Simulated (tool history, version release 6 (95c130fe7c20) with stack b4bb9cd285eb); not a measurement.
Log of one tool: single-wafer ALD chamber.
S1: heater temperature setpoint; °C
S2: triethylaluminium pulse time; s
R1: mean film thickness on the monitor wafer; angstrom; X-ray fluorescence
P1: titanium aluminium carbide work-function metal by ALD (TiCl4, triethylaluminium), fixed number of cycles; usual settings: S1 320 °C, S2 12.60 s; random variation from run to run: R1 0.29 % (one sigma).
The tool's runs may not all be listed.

Run 1, hour 8.1: S1 320 °C, S2 12.60 s. Result: R1 21.978 angstrom.
Run 2, hour 14.7: S1 320 °C, S2 12.60 s. Result: R1 22.083 angstrom.
Run 3, hour 19.3: S1 330 °C, S2 15.87 s. Result: R1 23.062 angstrom.
Run 4, hour 26.2: S1 320 °C, S2 12.60 s. Result: R1 22.058 angstrom.
Run 5, hour 34.7: S1 320 °C, S2 5.83 s. Result: R1 19.298 angstrom.
Run 6, hour 41.8: S1 345 °C, S2 12.60 s. Result: R1 24.335 angstrom.
Run 7, hour 47.9: S1 303 °C, S2 17.59 s. Result: R1 20.722 angstrom.
Run 8, hour 55.8: S1 320 °C, S2 12.60 s. Result: R1 21.847 angstrom.
Run 9, hour 60.5: S1 320 °C, S2 12.60 s. Result: R1 22.049 angstrom.
Run 10, hour 69.5: S1 320 °C, S2 12.60 s. Result: R1 21.997 angstrom.
Run 11, hour 75.2: S1 342 °C, S2 18.74 s. Result: R1 24.196 angstrom.
Run 12, hour 84.3: S1 300 °C, S2 12.60 s. Result: R1 20.191 angstrom.
Run 13, hour 93.2: S1 320 °C, S2 17.33 s. Result: R1 22.290 angstrom.
Run 14, hour 100.8: S1 320 °C, S2 12.60 s. Result: R1 22.032 angstrom.
Run 15, hour 109.8: S1 320 °C, S2 12.60 s. Result: R1 22.062 angstrom.
Run 16, hour 118.2: S1 320 °C, S2 12.60 s. Result: R1 21.777 angstrom.
Run 17, hour 122.5: S1 320 °C, S2 12.60 s. Result: R1 21.783 angstrom.
Run 18, hour 130.2: S1 320 °C, S2 12.60 s. Result: R1 21.562 angstrom.
Run 19, hour 135.0: S1 320 °C, S2 12.60 s. Result: R1 21.639 angstrom.

Forecast run 20:
Run 20, hour 143.7: S1 320 °C, S2 12.60 s. Result: R1 ?.

R1: 21.565 angstrom
